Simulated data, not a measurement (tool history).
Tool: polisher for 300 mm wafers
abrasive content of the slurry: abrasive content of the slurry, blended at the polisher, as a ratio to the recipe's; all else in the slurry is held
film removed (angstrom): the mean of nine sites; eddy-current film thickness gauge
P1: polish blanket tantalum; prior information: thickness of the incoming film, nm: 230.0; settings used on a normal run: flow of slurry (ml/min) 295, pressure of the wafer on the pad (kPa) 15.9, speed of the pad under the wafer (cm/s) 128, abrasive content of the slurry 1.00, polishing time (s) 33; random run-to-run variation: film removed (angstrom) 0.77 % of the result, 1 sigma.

run	day	flow of slurry (ml/min)	pressure of the wafer on the pad (kPa)	speed of the pad under the wafer (cm/s)	abrasive content of the slurry	polishing time (s)	film removed (angstrom)
1	0.567	295	15.9	128	1.00	33	771.32
2	1.133	295	15.9	80	1.00	33	475.71
3	1.483	295	7.6	128	1.00	33	369.66
4	1.750	295	15.9	128	0.50	33	601.58
5	2.029	295	15.9	128	1.00	33	756.71
6	2.471	295	15.9	128	1.00	48	1121.00
7	2.842	295	22.8	128	1.00	33	1093.70
8	3.400	295	15.9	128	1.00	18	419.87
9	3.662	295	15.9	128	1.00	33	764.68
10	4.204	400	15.9	128	1.00	33	784.54
11	4.542	295	15.9	128	1.00	33	767.41
12	4.958	295	15.9	128	1.25	33	811.80
13	5.246	295	15.9	128	1.00	33	773.51
14	5.617	295	15.9	176	0.65	33	918.07
15	6.117	175	15.9	128	1.00	33	716.16
16	6.554	295	15.9	196	1.00	33	1181.50

What will run 17 give?
17	7.012	295	15.9	128	1.00	33	?

Run 17 yielded film removed (angstrom) 774.48.

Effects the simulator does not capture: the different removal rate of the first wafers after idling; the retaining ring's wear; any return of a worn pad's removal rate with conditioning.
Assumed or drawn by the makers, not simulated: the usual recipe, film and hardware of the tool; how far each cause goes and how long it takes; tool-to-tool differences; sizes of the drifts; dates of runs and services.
